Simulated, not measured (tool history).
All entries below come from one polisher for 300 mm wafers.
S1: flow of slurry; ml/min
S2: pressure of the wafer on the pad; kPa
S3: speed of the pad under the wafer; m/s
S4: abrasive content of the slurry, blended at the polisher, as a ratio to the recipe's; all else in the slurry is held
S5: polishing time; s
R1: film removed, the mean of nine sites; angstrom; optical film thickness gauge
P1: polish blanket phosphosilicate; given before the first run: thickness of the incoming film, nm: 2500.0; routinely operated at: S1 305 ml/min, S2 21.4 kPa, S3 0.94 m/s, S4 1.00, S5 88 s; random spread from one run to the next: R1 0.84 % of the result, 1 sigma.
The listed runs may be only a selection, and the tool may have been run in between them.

{"run": 1, "hour": 8.9, "S1": 305, "S2": 21.4, "S3": 0.94, "S4": 1.0, "S5": 88, "R1": 6525.7}
{"run": 2, "hour": 22.5, "S1": 305, "S2": 21.4, "S3": 0.94, "S4": 0.55, "S5": 88, "R1": 4910.3}
{"hour": 34.5, "done": "slurry nozzle cleaned"}
{"run": 3, "hour": 35.0, "S1": 305, "S2": 21.4, "S3": 0.94, "S4": 1.45, "S5": 88, "R1": 7637.3}
{"run": 4, "hour": 44.9, "S1": 185, "S2": 21.4, "S3": 0.94, "S4": 1.0, "S5": 88, "R1": 6323.6}
{"run": 5, "hour": 57.9, "S1": 305, "S2": 21.4, "S3": 0.94, "S4": 1.0, "S5": 43, "R1": 3217.8}
{"run": 6, "hour": 67.1, "S1": 305, "S2": 21.4, "S3": 0.94, "S4": 1.0, "S5": 129, "R1": 9605.2}
{"run": 7, "hour": 77.3, "S1": 305, "S2": 21.4, "S3": 0.94, "S4": 1.0, "S5": 88, "R1": 6615.8}
{"run": 8, "hour": 88.1, "S1": 305, "S2": 21.4, "S3": 0.5, "S4": 1.0, "S5": 88, "R1": 4004.2}
{"run": 9, "hour": 100.8, "S1": 305, "S2": 31.0, "S3": 0.94, "S4": 1.0, "S5": 88, "R1": 9569.3}
{"run": 10, "hour": 109.8, "S1": 305, "S2": 21.4, "S3": 0.94, "S4": 1.0, "S5": 88, "R1": 6599.9}
{"run": 11, "hour": 119.5, "S1": 305, "S2": 21.4, "S3": 0.94, "S4": 1.0, "S5": 88, "R1": 6606.3}
{"run": 12, "hour": 133.2, "S1": 470, "S2": 21.4, "S3": 0.94, "S4": 1.0, "S5": 88, "R1": 6751.4}
{"run": 13, "hour": 145.4, "S1": 305, "S2": 21.4, "S3": 1.44, "S4": 1.0, "S5": 88, "R1": 9230.2}

Forecast run 14:
{"run": 14, "hour": 157.2, "S1": 305, "S2": 21.4, "S3": 0.94, "S4": 1.0, "S5": 88, "R1": "?"}

Run 14 produced R1 6695.0 angstrom.
